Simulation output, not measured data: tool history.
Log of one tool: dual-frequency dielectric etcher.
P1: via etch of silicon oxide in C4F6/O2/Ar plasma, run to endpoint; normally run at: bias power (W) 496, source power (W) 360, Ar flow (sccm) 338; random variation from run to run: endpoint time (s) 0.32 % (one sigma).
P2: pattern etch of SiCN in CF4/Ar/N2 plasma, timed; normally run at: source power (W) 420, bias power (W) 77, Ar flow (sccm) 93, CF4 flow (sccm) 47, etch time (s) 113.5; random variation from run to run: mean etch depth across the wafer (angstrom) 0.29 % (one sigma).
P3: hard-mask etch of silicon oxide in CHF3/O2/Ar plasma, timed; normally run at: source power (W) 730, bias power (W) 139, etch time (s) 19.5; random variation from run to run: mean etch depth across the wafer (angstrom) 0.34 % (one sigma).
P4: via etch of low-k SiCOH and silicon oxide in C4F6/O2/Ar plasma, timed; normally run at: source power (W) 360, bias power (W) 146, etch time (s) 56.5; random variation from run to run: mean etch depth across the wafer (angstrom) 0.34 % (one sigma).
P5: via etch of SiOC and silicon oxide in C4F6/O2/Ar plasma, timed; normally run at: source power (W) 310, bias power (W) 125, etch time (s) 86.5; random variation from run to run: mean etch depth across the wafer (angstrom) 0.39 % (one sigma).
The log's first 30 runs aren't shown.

run	day	process that ran	bias power (W)	source power (W)	Ar flow (sccm)	etch time (s)	CF4 flow (sccm)	endpoint time (s)	mean etch depth across the wafer (angstrom)
31	11.017	P1	496	360	277			43.572	
32	11.529	P1	496	360	338			44.631	
33	11.929	P4	146	500		56.5			1568.60
34	12.288	P1	496	360	338			44.541	
35	12.604	P2	49	420	93	113.5	47		772.63
36	12.833	P1	496	360	338			44.523	
37	13.142	P1	496	360	338			44.886	
38	13.579	P1	496	360	338			44.863	
39	13.883	P1	496	360	338			45.129	
# day 14.262: wet clean of the chamber
40	14.358	P1	496	360	338			45.336	

Forecast run 41:
# day 14.562: Ar flow controller replaced
41	14.738	P1	496	360	338			?	

Run 41 gave endpoint time (s) 45.307.
